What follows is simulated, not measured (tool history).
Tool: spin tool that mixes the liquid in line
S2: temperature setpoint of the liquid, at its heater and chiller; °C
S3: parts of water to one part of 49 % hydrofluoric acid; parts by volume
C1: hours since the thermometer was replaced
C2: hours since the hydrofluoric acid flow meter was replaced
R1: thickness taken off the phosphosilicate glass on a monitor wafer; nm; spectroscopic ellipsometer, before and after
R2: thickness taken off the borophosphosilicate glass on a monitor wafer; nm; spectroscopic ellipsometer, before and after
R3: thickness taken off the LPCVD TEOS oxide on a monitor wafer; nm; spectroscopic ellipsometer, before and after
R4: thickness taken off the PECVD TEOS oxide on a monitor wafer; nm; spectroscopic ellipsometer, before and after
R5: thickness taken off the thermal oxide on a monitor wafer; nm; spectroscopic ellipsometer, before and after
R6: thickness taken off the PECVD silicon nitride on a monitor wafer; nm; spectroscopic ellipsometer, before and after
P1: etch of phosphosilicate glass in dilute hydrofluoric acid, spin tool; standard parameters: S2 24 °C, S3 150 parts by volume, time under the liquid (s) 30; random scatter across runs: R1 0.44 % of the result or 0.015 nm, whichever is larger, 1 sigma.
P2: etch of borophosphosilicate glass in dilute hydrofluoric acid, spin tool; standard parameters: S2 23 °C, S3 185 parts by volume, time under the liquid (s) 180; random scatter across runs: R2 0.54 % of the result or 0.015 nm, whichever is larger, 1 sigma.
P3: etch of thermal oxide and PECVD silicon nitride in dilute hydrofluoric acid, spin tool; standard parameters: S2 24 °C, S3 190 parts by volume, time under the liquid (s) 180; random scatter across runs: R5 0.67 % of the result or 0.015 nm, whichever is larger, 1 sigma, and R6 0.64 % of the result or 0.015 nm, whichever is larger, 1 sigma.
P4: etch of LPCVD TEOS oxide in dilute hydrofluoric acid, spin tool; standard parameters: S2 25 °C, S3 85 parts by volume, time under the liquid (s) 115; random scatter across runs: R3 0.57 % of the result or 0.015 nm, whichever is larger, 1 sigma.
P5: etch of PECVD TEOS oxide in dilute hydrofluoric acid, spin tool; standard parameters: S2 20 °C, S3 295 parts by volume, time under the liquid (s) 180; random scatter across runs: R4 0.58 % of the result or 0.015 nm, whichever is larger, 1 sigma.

{"run": 1, "hour": 11.6, "process that ran": "P1", "S2": 24, "S3": 150, "time under the liquid (s)": 30, "C1": 210.7, "C2": 212.9, "R1": 14.242}
{"run": 2, "hour": 23.7, "process that ran": "P2", "S2": 27, "S3": 185, "time under the liquid (s)": 180, "C1": 222.8, "C2": 225, "R2": 25.007}
{"run": 3, "hour": 35.8, "process that ran": "P1", "S2": 30, "S3": 150, "time under the liquid (s)": 30, "C1": 234.9, "C2": 237.1, "R1": 17.74}
{"run": 4, "hour": 46.7, "process that ran": "P4", "S2": 25, "S3": 145, "time under the liquid (s)": 115, "C1": 245.8, "C2": 248, "R3": 13.028}
{"hour": 47.0, "done": "thermometer replaced"}
{"run": 5, "hour": 55.2, "process that ran": "P4", "S2": 25, "S3": 85, "time under the liquid (s)": 115, "C1": 8.2, "C2": 256.5, "R3": 23.989}
{"run": 6, "hour": 68.1, "process that ran": "P1", "S2": 24, "S3": 150, "time under the liquid (s)": 30, "C1": 21.1, "C2": 269.4, "R1": 14.341}
{"run": 7, "hour": 80.7, "process that ran": "P1", "S2": 24, "S3": 150, "time under the liquid (s)": 30, "C1": 33.7, "C2": 282, "R1": 14.207}
{"run": 8, "hour": 90.8, "process that ran": "P4", "S2": 19, "S3": 85, "time under the liquid (s)": 115, "C1": 43.8, "C2": 292.1, "R3": 18.673}
{"run": 9, "hour": 106.0, "process that ran": "P2", "S2": 23, "S3": 185, "time under the liquid (s)": 70, "C1": 59, "C2": 307.3, "R2": 8.281}
{"run": 10, "hour": 116.3, "process that ran": "P5", "S2": 20, "S3": 295, "time under the liquid (s)": 280, "C1": 69.3, "C2": 317.6, "R4": 8.1623}
{"run": 11, "hour": 129.9, "process that ran": "P1", "S2": 19, "S3": 210, "time under the liquid (s)": 30, "C1": 82.9, "C2": 331.2, "R1": 7.9328}
{"run": 12, "hour": 146.6, "process that ran": "P1", "S2": 17, "S3": 150, "time under the liquid (s)": 30, "C1": 99.6, "C2": 347.9, "R1": 10.812}
{"run": 13, "hour": 160.2, "process that ran": "P3", "S2": 24, "S3": 190, "time under the liquid (s)": 80, "C1": 113.2, "C2": 361.5, "R5": 1.7055, "R6": 1.784}
{"run": 14, "hour": 177.4, "process that ran": "P4", "S2": 25, "S3": 85, "time under the liquid (s)": 185, "C1": 130.4, "C2": 378.7, "R3": 38.811}
{"run": 15, "hour": 193.2, "process that ran": "P1", "S2": 24, "S3": 85, "time under the liquid (s)": 30, "C1": 146.2, "C2": 394.5, "R1": 27.541}
{"run": 16, "hour": 203.2, "process that ran": "P1", "S2": 24, "S3": 150, "time under the liquid (s)": 15, "C1": 156.2, "C2": 404.5, "R1": 7.1603}
{"run": 17, "hour": 215.0, "process that ran": "P3", "S2": 24, "S3": 60, "time under the liquid (s)": 180, "C1": 168, "C2": 416.3, "R5": 14.464, "R6": 12.716}
{"run": 18, "hour": 229.9, "process that ran": "P5", "S2": 20, "S3": 430, "time under the liquid (s)": 180, "C1": 182.9, "C2": 431.2, "R4": 3.2433}
{"run": 19, "hour": 241.6, "process that ran": "P1", "S2": 24, "S3": 215, "time under the liquid (s)": 30, "C1": 194.6, "C2": 442.9, "R1": 9.246}
{"run": 20, "hour": 255.0, "process that ran": "P1", "S2": 24, "S3": 150, "time under the liquid (s)": 30, "C1": 208, "C2": 456.3, "R1": 14.356}
{"run": 21, "hour": 264.3, "process that ran": "P5", "S2": 17, "S3": 295, "time under the liquid (s)": 180, "C1": 217.3, "C2": 465.6, "R4": 4.6588}
{"run": 22, "hour": 279.9, "process that ran": "P3", "S2": 17, "S3": 190, "time under the liquid (s)": 180, "C1": 232.9, "C2": 481.2, "R5": 2.9934, "R6": 2.5458}
{"run": 23, "hour": 296.2, "process that ran": "P3", "S2": 24, "S3": 190, "time under the liquid (s)": 180, "C1": 249.2, "C2": 497.5, "R5": 3.9533, "R6": 4.0523}
{"run": 24, "hour": 309.8, "process that ran": "P3", "S2": 24, "S3": 190, "time under the liquid (s)": 180, "C1": 262.8, "C2": 511.1, "R5": 3.8803, "R6": 4.0244}
{"run": 25, "hour": 318.4, "process that ran": "P2", "S2": 23, "S3": 320, "time under the liquid (s)": 180, "C1": 271.4, "C2": 519.7, "R2": 10.899}
{"run": 26, "hour": 335.2, "process that ran": "P2", "S2": 23, "S3": 185, "time under the liquid (s)": 180, "C1": 288.2, "C2": 536.5, "R2": 21.487}
{"run": 27, "hour": 348.0, "process that ran": "P1", "S2": 24, "S3": 150, "time under the liquid (s)": 45, "C1": 301, "C2": 549.3, "R1": 21.399}
{"run": 28, "hour": 358.3, "process that ran": "P5", "S2": 20, "S3": 295, "time under the liquid (s)": 180, "C1": 311.3, "C2": 559.6, "R4": 5.2542}
{"run": 29, "hour": 367.2, "process that ran": "P1", "S2": 24, "S3": 150, "time under the liquid (s)": 30, "C1": 320.2, "C2": 568.5, "R1": 14.255}
{"run": 30, "hour": 376.8, "process that ran": "P1", "S2": 24, "S3": 150, "time under the liquid (s)": 30, "C1": 329.8, "C2": 578.1, "R1": 14.519}
{"run": 31, "hour": 385.1, "process that ran": "P1", "S2": 24, "S3": 150, "time under the liquid (s)": 30, "C1": 338.1, "C2": 586.4, "R1": 14.895}
{"run": 32, "hour": 398.1, "process that ran": "P1", "S2": 24, "S3": 150, "time under the liquid (s)": 30, "C1": 351.1, "C2": 599.4, "R1": 14.98}
{"run": 33, "hour": 410.7, "process that ran": "P1", "S2": 24, "S3": 150, "time under the liquid (s)": 30, "C1": 363.7, "C2": 612, "R1": 15.321}
{"run": 34, "hour": 426.2, "process that ran": "P1", "S2": 24, "S3": 150, "time under the liquid (s)": 30, "C1": 379.2, "C2": 627.5, "R1": 15.287}
{"run": 35, "hour": 434.8, "process that ran": "P1", "S2": 24, "S3": 150, "time under the liquid (s)": 30, "C1": 387.8, "C2": 636.1, "R1": 15.359}
{"run": 36, "hour": 447.6, "process that ran": "P1", "S2": 24, "S3": 150, "time under the liquid (s)": 30, "C1": 400.6, "C2": 648.9, "R1": 15.467}
{"run": 37, "hour": 460.2, "process that ran": "P1", "S2": 24, "S3": 150, "time under the liquid (s)": 30, "C1": 413.2, "C2": 661.5, "R1": 15.515}
{"run": 38, "hour": 476.6, "process that ran": "P1", "S2": 24, "S3": 150, "time under the liquid (s)": 30, "C1": 429.6, "C2": 677.9, "R1": 15.412}
{"run": 39, "hour": 487.7, "process that ran": "P1", "S2": 24, "S3": 150, "time under the liquid (s)": 30, "C1": 440.7, "C2": 689, "R1": 15.376}

P1 has crept away from where it was. The log is fitted equally well by each of these 2 causes, at the sizes shown:
A: liquid hotter than its thermometer reads (K) = 2.07
B: hydrofluoric acid flow above the setpoint (%) = 6.92
The drift started at roughly hour 367.2.

Question marks stand in for the results of the 4 check runs listed below, each run on one wafer. Under which run would the listed causes show clearly different results?
{"run": "check 1", "hour": 498.8, "process that ran": "P5", "S2": 20, "S3": 295, "time under the liquid (s)": 180, "R4": "?"}
{"run": "check 2", "hour": 498.8, "process that ran": "P4", "S2": 25, "S3": 85, "time under the liquid (s)": 115, "R3": "?"}
{"run": "check 3", "hour": 498.8, "process that ran": "P3", "S2": 24, "S3": 190, "time under the liquid (s)": 180, "R5": "?", "R6": "?"}
{"run": "check 4", "hour": 498.8, "process that ran": "P2", "S2": 23, "S3": 185, "time under the liquid (s)": 180, "R2": "?"}

How each check would come out, cause by cause:
check=check_1 result=R4 if_A=5.656 if_B=5.7091
check=check_2 result=R3 if_A=26.031 if_B=25.838
check=check_3 result=R5 if_A=4.1911 if_B=4.209
check=check_3 result=R6 if_A=4.5781 if_B=4.2946
check=check_4 result=R2 if_A=23.203 if_B=23.262
Smallest distance between any two causes, each pair judged by its most separating result, in per cent: check 1 0.93 %; check 2 0.74 %; check 3 6.39 %; check 4 0.25 %
Only check 3 tells the causes apart: in the others they would give nearly the same result.

After running check 3, the following was obtained: R5 4.2355 nm; R6 4.3054 nm. Which cause does this point to?

It was cause B: hydrofluoric acid flow above the setpoint (%).
